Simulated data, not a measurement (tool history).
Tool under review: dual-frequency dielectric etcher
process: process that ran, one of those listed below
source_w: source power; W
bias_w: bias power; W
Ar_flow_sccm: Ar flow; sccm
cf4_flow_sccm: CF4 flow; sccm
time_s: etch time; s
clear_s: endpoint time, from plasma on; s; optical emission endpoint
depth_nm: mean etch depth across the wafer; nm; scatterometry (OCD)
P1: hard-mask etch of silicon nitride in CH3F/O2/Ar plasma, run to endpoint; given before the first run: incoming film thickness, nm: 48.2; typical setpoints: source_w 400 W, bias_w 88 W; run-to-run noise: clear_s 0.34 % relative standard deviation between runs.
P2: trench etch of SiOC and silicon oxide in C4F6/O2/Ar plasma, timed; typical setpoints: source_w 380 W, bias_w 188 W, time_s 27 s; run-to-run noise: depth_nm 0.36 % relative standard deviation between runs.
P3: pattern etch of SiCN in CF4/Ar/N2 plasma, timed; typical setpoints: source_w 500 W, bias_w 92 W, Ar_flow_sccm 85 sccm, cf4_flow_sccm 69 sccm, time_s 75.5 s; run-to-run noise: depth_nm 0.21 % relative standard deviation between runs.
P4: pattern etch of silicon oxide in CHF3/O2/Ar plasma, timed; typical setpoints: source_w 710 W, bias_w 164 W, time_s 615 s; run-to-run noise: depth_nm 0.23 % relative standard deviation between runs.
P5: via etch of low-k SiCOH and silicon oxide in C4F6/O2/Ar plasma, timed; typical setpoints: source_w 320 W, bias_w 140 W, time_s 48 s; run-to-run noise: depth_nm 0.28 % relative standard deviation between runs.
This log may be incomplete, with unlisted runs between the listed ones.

run   hour  process  source_w  bias_w  Ar_flow_sccm  cf4_flow_sccm  time_s  clear_s  depth_nm
  1    7.8       P1       400      88                                        65.942
  2   15.4       P3       500     128            85             69    75.5             90.276
  3   26.8       P4       710     100                                  615             1080.6
  4     37       P3       500      92            85             69    75.5              80.04
  5   44.5       P1       270      88                                         75.88
  6   55.8       P3       500      92            85             69    51.5             54.546
  7     65       P1       400     117                                        59.463
  8   72.8       P5       320     140                                   30             67.824
  9   81.8       P1       480      88                                        62.026
 10   88.1       P2       380     264                                   27             58.833
 11   96.1       P3       500      92            85             69    75.5             80.085
 12  103.6       P4       710     164                                  615             1252.1
 13    116       P3       500      92           116             69    75.5             76.265
 14  127.2       P3       500      92            85             44    75.5             75.132
 15  139.2       P5       320     140                                   48             108.79
 16  146.5       P1       400      88                                        66.112
 17  159.6       P1       400      88                                        65.977
 18  167.9       P1       400      66                                        73.005
 19  177.6       P1       400      88                                        65.966
 20    186       P4       710     164                                  810             1655.7
 21  194.3       P2       380     188                                   15             29.174
 22  206.9       P1       340     105                                        65.778
 23    219       P3       620      92            85             69    75.5             96.399
 24  231.3       P5       320     140                                   48             108.65
 25  239.9       P1       400      88                                         66.09
 26  246.1       P2       260     188                                   27             45.098
 27  256.6       P5       320     102                                   48             99.088
 28  267.4       P1       400      88                                        65.835
 29    278       P2       380     188                                   27             52.289
 30  289.8       P4       500     164                                  615             1098.3
 31  297.1       P5       430     140                                   48             122.02
 32  302.9       P1       400      88                                        65.766
 33  312.3       P1       400      88                                        65.312
 34  323.3       P1       400      88                                        65.132
 35  332.5       P1       400      88                                        65.094
 36  340.5       P1       400      88                                         64.97
     344.3  -- wet clean of the chamber
 37  347.6       P1       400      88                                        65.108
 38  354.6       P1       400      88                                        65.256
 39  362.6       P1       400      88                                        64.661
 40  368.8       P1       400      88                                        64.631

Something has made what P1 gives creep away from where it was; the 2 causes below, each at its own stated size, fit the log equally well:
A: bias power that arrives over what is set, % = 4.89
B: source power that arrives over what is set, % = 4.68
The onset of the drift is placed at about hour 302.9.
Excluded causes, each with its reason:
chamber walls in a state that raises the etch rate, %: serviced at hour 344.3, after the drift had started, without restoring the earlier output

Listed below are the offered check runs, one wafer per run, with question marks in place of results. For which of them would the causes give clearly different outcomes?
check 1   375       P4       710     133                                  615                  ?
check 2   375       P2       270     188                                   15                  ?
check 3   375       P3       500     127            85             49    75.5                  ?
check 4   375       P5       320     117                                   36                  ?

Predicted outcomes, by check and by cause:
  check    result    if A    if B
check 1  depth_nm  1193.1  1196.7
check 2  depth_nm  25.911  25.959
check 3  depth_nm  87.894  89.742
check 4  depth_nm  78.213  78.547
Smallest distance between any two causes, each pair judged by its most separating result, in per cent: check 1 0.3 %; check 2 0.19 %; check 3 2.08 %; check 4 0.43 %
The causes can be told apart only by check 3. The other checks would give nearly the same results under each of them.

Check 3 was then run and gave: depth_nm 88.176 nm. Which cause is it?

The cause is A: bias power that arrives over what is set, %.

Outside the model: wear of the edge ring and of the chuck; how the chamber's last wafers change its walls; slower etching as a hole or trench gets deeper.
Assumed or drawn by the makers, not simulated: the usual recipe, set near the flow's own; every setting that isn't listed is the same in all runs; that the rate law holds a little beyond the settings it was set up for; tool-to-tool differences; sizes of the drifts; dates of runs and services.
